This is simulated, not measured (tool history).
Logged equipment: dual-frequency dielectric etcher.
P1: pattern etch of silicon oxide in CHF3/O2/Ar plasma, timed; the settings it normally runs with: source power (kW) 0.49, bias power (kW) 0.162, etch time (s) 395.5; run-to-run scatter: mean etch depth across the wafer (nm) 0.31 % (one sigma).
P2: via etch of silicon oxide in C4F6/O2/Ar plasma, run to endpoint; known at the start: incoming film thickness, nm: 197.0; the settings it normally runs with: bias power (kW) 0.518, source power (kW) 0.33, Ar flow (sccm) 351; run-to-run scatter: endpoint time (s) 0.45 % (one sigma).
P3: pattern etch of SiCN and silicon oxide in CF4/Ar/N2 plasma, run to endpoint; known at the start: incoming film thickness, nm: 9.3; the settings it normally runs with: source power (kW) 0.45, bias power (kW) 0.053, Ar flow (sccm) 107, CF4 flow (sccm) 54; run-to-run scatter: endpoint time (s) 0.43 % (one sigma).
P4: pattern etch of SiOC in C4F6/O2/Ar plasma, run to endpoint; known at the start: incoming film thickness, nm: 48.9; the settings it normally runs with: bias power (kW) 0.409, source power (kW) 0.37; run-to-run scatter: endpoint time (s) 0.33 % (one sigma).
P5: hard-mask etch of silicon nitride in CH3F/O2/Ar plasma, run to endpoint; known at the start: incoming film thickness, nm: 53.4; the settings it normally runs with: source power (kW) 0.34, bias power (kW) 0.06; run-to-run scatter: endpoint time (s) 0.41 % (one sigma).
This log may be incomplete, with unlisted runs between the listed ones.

| run | day | process that ran | source power (kW) | bias power (kW) | etch time (s) | Ar flow (sccm) | CF4 flow (sccm) | hours since the last wet clean | hours since the last source power generator calibration | hours since the last bias power generator calibration | mean etch depth across the wafer (nm) | endpoint time (s) |
|---|---|---|---|---|---|---|---|---|---|---|---|---|
| 1 | 0.254 | P1 | 0.49 | 0.162 | 395.5 |  |  | 238.5 | 1563.3 | 1294.1 | 706.68 |  |
| 2 | 0.85 | P3 | 0.27 | 0.053 |  | 107 | 54 | 252.8 | 1577.6 | 1308.4 |  | 20.049 |
| 3 | 1.358 | P1 | 0.49 | 0.162 | 395.5 |  |  | 265 | 1589.8 | 1320.6 | 703.18 |  |
| 4 | 1.833 | P5 | 0.34 | 0.08 |  |  |  | 276.4 | 1601.2 | 1332 |  | 78.651 |
| 5 | 2.296 | P1 | 0.49 | 0.11 | 277.5 |  |  | 287.5 | 1612.3 | 1343.1 | 433.06 |  |
| 6 | 2.762 | P2 | 0.33 | 0.617 |  | 351 |  | 298.7 | 1623.5 | 1354.3 |  | 44.591 |
| 7 | 3.333 | P1 | 0.49 | 0.124 | 395.5 |  |  | 312.4 | 1637.2 | 1368 | 641.18 |  |
| 8 | 3.912 | P1 | 0.33 | 0.162 | 495.5 |  |  | 326.3 | 1651.1 | 1381.9 | 761.4 |  |
| 9 | 4.188 | P1 | 0.49 | 0.162 | 217.5 |  |  | 332.9 | 1657.7 | 1388.5 | 387.42 |  |
| 10 | 4.508 | P2 | 0.33 | 0.518 |  | 249 |  | 340.6 | 1665.4 | 1396.2 |  | 45.837 |
| 11 | 5.083 | P1 | 0.49 | 0.162 | 395.5 |  |  | 354.4 | 1679.2 | 1410 | 702.38 |  |
| 12 | 5.625 | P1 | 0.59 | 0.162 | 285.5 |  |  | 367.4 | 1692.2 | 1423 | 540.98 |  |
| 13 | 6.171 | P1 | 0.49 | 0.162 | 395.5 |  |  | 380.5 | 1705.3 | 1436.1 | 701.94 |  |
| 14 | 6.671 | P3 | 0.45 | 0.053 |  | 143 | 54 | 392.5 | 1717.3 | 1448.1 |  | 13.53 |
| 15 | 6.975 | P3 | 0.45 | 0.053 |  | 107 | 67 | 399.8 | 1724.6 | 1455.4 |  | 12.269 |
| 16 | 7.375 | P3 | 0.45 | 0.041 |  | 107 | 54 | 409.4 | 1734.2 | 1465 |  | 13.746 |
| 17 | 7.738 | P5 | 0.43 | 0.06 |  |  |  | 418.1 | 1742.9 | 1473.7 |  | 78.989 |
| 18 | 8.117 | P4 | 0.37 | 0.409 |  |  |  | 427.2 | 1752 | 1482.8 |  | 18.489 |
| 19 | 8.383 | P4 | 0.5 | 0.409 |  |  |  | 433.6 | 1758.4 | 1489.2 |  | 16.384 |
| 20 | 8.954 | P4 | 0.37 | 0.272 |  |  |  | 447.3 | 1772.1 | 1502.9 |  | 21.224 |
| 21 | 9.288 | P2 | 0.21 | 0.518 |  | 351 |  | 455.3 | 1780.1 | 1510.9 |  | 55.612 |
| 22 | 9.633 | P2 | 0.33 | 0.518 |  | 351 |  | 463.6 | 1788.4 | 1519.2 |  | 47.67 |
| 23 | 10.133 | P1 | 0.29 | 0.162 | 395.5 |  |  | 475.6 | 1800.4 | 1531.2 | 572.74 |  |
| 24 | 10.475 | P5 | 0.34 | 0.06 |  |  |  | 483.8 | 1808.6 | 1539.4 |  | 86.231 |

Forecast run 25:
| 25 | 10.95 | P1 | 0.49 | 0.211 | 395.5 |  |  | 495.2 | 1820 | 1550.8 | ? |  |

{"run 25": {"mean etch depth across the wafer (nm)": 767.95}}
